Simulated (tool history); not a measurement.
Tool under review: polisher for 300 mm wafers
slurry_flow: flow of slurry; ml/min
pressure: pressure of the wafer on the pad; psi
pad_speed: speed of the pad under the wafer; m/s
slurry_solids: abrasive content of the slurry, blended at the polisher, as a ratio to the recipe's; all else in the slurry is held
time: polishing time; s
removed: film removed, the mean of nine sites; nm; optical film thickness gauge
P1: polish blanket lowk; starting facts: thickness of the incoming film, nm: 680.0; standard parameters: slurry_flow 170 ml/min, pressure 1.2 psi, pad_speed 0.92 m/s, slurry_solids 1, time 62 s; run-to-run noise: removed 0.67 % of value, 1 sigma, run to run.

run,day,slurry_flow,pressure,pad_speed,slurry_solids,time,wafers polished on this pad,hours since the slurry nozzle was cleaned,hours since the head pressure was calibrated,hours since the slurry blender was calibrated,hours since the conditioning disc was replaced,removed
1,0.738,170,1.2,0.92,1,62,409,579,297.3,287.3,193.1,12.488
2,1.088,170,1.2,0.92,0.8,62,492,587.4,305.7,295.7,201.5,11.101
3,1.546,170,0.9,0.92,1,62,601,598.4,316.7,306.7,212.5,9.2986
# day 1.758: worn pad replaced by a new one
4,2.054,170,1.2,0.44,1,62,71,610.6,328.9,318.9,224.7,6.8911
5,2.604,170,1.2,0.92,1.45,62,201,623.8,342.1,332.1,237.9,14.207
6,2.954,170,1.6,0.92,1,62,284,632.2,350.5,340.5,246.3,16.753
7,3.662,170,1.7,0.92,1.2,62,452,649.2,367.5,357.5,263.3,18.96
8,4.138,170,1.2,0.92,1,62,565,660.6,378.9,368.9,274.7,12.339
9,4.842,170,1.2,0.92,1,62,732,677.5,395.8,385.8,291.6,12.372
10,5.575,170,1.2,0.92,1,62,906,695.1,413.4,403.4,309.2,12.325
11,6.221,170,1.2,0.92,1,87,1059,710.6,428.9,418.9,324.7,17.427
12,6.7,260,1.2,0.92,1,62,1173,722.1,440.4,430.4,336.2,13.113
13,7.088,170,1.2,0.92,1,62,1265,731.4,449.7,439.7,345.5,12.547
14,7.625,170,1.2,0.92,1,62,1393,744.3,462.6,452.6,358.4,12.373
15,8.208,100,1.2,0.92,1,62,1531,758.3,476.6,466.6,372.4,11.201
16,8.729,170,1.2,1.24,1,62,1655,770.8,489.1,479.1,384.9,15.477
17,9.079,170,1.2,0.92,1,30,1738,779.2,497.5,487.5,393.3,5.9613
18,9.412,170,1.2,0.92,1,62,1817,787.2,505.5,495.5,401.3,12.335
19,9.808,170,1.2,0.92,1,62,1911,796.7,515,505,410.8,12.132
20,10.454,170,1.2,0.92,1,62,2064,812.2,530.5,520.5,426.3,11.985
21,10.846,170,1.2,0.92,1,62,2157,821.6,539.9,529.9,435.7,11.723
22,11.238,170,1.2,0.92,1,62,2250,831,549.3,539.3,445.1,11.644
# day 11.6: conditioning disc replaced and pad reconditioned
23,11.812,170,1.2,0.92,1,62,2387,844.8,563.1,553.1,5.1,11.529
24,12.217,170,1.2,0.92,1,62,2483,854.5,572.8,562.8,14.8,11.533
25,12.867,170,1.2,0.92,1,62,2637,870.1,588.4,578.4,30.4,11.4
# day 13.004: head pressure recalibrated
# day 13.038: worn pad replaced by a new one
26,13.6,170,1.2,0.92,1,62,133,887.7,14.4,596,48,11.387
27,14.3,170,1.2,0.92,1,62,299,904.5,31.2,612.8,64.8,11.287
28,14.817,170,1.2,0.92,1,62,422,916.9,43.6,625.2,77.2,11.332
29,15.446,170,1.2,0.92,1,62,571,932,58.7,640.3,92.3,11.281

Something has made what P1 gives creep away from where it was; the 2 causes below, each at its own stated size, fit the log equally well:
A: slurry flow missing at the pad, % = 38.3
B: abrasive missing from the slurry, % = 17.9
At approximately day 9.412, the process output began to creep.
Ruled out, with reasons:
removal rate lost through wear of the pad, %: was serviced at day 13.038, once the creep was under way, yet the earlier output never came back
head's pressure below its setpoint, %: was serviced at day 13.004, once the creep was under way, yet the earlier output never came back
time polished since the conditioner stopped cutting, s: was serviced at day 11.6, once the creep was under way, yet the earlier output never came back

Each of the 4 check runs below uses one wafer; its results are left as question marks. Which run tells the causes apart?
check 1,16.075,230,1.2,0.92,1.25,62,,,,,,?
check 2,16.075,170,1.2,0.56,1,62,,,,,,?
check 3,16.075,100,1.2,0.92,1,30,,,,,,?
check 4,16.075,170,1.2,0.92,0.8,62,,,,,,?

What each check would give under each cause:
check,result,if A,if B
check 1,removed,13.255,13.094
check 2,removed,7.5994,7.5985
check 3,removed,4.6509,4.9186
check 4,removed,10.151,10.039
Minimum pairwise separation of causes per check, each pair taken at its best-separating result: check 1 1.22 %; check 2 0.01 %; check 3 5.6 %; check 4 1.11 %
Check 3 distinguishes between the causes, while the remaining checks would return nearly the same result for all of them.

Check 3 has now been run. It gave: removed 4.8955 nm. Which of the candidate causes is it?

B is the cause: abrasive missing from the slurry, %.
